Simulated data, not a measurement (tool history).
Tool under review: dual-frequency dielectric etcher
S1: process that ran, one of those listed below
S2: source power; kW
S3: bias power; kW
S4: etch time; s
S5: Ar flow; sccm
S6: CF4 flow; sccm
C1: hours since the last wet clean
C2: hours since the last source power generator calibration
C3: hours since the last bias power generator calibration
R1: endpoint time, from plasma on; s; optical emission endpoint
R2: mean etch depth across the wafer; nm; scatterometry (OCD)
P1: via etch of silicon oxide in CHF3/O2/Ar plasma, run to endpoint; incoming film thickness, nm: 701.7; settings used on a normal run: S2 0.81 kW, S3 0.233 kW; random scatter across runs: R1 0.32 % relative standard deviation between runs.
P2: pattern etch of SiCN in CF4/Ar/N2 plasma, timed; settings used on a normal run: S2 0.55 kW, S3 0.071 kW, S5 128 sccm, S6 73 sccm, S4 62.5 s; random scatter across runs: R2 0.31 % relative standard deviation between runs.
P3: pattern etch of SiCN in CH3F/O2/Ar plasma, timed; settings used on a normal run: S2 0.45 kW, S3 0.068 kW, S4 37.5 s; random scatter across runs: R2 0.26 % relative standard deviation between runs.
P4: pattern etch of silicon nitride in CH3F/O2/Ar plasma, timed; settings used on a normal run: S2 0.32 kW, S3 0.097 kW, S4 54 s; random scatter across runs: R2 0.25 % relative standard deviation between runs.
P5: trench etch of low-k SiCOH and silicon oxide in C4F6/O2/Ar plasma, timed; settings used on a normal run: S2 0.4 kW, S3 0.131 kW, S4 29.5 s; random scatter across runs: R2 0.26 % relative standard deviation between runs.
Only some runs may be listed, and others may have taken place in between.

run 1 hour=9.5 | S1=P1 S2=0.81 S3=0.233 | C1=327 C2=2182.4 C3=2727.2 | R1=289.48
run 2 hour=16.7 | S1=P4 S2=0.32 S3=0.097 S4=71 | C1=334.2 C2=2189.6 C3=2734.4 | R2=51.521
run 3 hour=28.4 | S1=P2 S2=0.55 S3=0.071 S4=78 S5=128 S6=73 | C1=345.9 C2=2201.3 C3=2746.1 | R2=77.768
run 4 hour=40.4 | S1=P1 S2=0.62 S3=0.233 | C1=357.9 C2=2213.3 C3=2758.1 | R1=319.69
run 5 hour=54.3 | S1=P1 S2=0.81 S3=0.233 | C1=371.8 C2=2227.2 C3=2772 | R1=291.53
run 6 hour=63.9 | S1=P3 S2=0.45 S3=0.068 S4=51 | C1=381.4 C2=2236.8 C3=2781.6 | R2=19.439
run 7 hour=72.1 | S1=P1 S2=0.81 S3=0.314 | C1=389.6 C2=2245 C3=2789.8 | R1=261.29
run 8 hour=80.5 | S1=P1 S2=0.54 S3=0.147 | C1=398 C2=2253.4 C3=2798.2 | R1=395.36
run 9 hour=91.4 | S1=P3 S2=0.45 S3=0.053 S4=37.5 | C1=408.9 C2=2264.3 C3=2809.1 | R2=13.18
run 10 hour=100.9 | S1=P2 S2=0.55 S3=0.071 S4=62.5 S5=128 S6=46 | C1=418.4 C2=2273.8 C3=2818.6 | R2=57.861
run 11 hour=116.6 | S1=P2 S2=0.55 S3=0.071 S4=62.5 S5=181 S6=73 | C1=434.1 C2=2289.5 C3=2834.3 | R2=59.136
run 12 hour=127.6 | S1=P4 S2=0.32 S3=0.065 S4=54 | C1=445.1 C2=2300.5 C3=2845.3 | R2=33.905
run 13 hour=143.1 | S1=P3 S2=0.62 S3=0.068 S4=37.5 | C1=460.6 C2=2316 C3=2860.8 | R2=16.21
run 14 hour=157.8 | S1=P1 S2=0.81 S3=0.137 | C1=475.3 C2=2330.7 C3=2875.5 | R1=345.65
run 15 hour=168.7 | S1=P3 S2=0.45 S3=0.068 S4=37.5 | C1=486.2 C2=2341.6 C3=2886.4 | R2=14.32
run 16 hour=178.5 | S1=P5 S2=0.4 S3=0.131 S4=29.5 | C1=496 C2=2351.4 C3=2896.2 | R2=84.987
run 17 hour=190.2 | S1=P4 S2=0.32 S3=0.097 S4=54 | C1=507.7 C2=2363.1 C3=2907.9 | R2=39.089
run 18 hour=204 | S1=P2 S2=0.55 S3=0.071 S4=62.5 S5=128 S6=73 | C1=521.5 C2=2376.9 C3=2921.7 | R2=62.209
run 19 hour=220.3 | S1=P1 S2=0.81 S3=0.233 | C1=537.8 C2=2393.2 C3=2938 | R1=291.3
run 20 hour=231.2 | S1=P5 S2=0.28 S3=0.131 S4=29.5 | C1=548.7 C2=2404.1 C3=2948.9 | R2=73.935
run 21 hour=240.6 | S1=P1 S2=0.81 S3=0.233 | C1=558.1 C2=2413.5 C3=2958.3 | R1=290.02
run 22 hour=249.2 | S1=P5 S2=0.4 S3=0.131 S4=16 | C1=566.7 C2=2422.1 C3=2966.9 | R2=45.885
run 23 hour=263.9 | S1=P2 S2=0.55 S3=0.071 S4=62.5 S5=128 S6=73 | C1=581.4 C2=2436.8 C3=2981.6 | R2=62.43
run 24 hour=272.3 | S1=P4 S2=0.22 S3=0.097 S4=54 | C1=589.8 C2=2445.2 C3=2990 | R2=34.062

Predict the results of run 25:
run 25 hour=286.5 | S1=P1 S2=0.81 S3=0.233 | C1=604 C2=2459.4 C3=3004.2 | R1=?

{"run 25": {"R1": 291.81}}
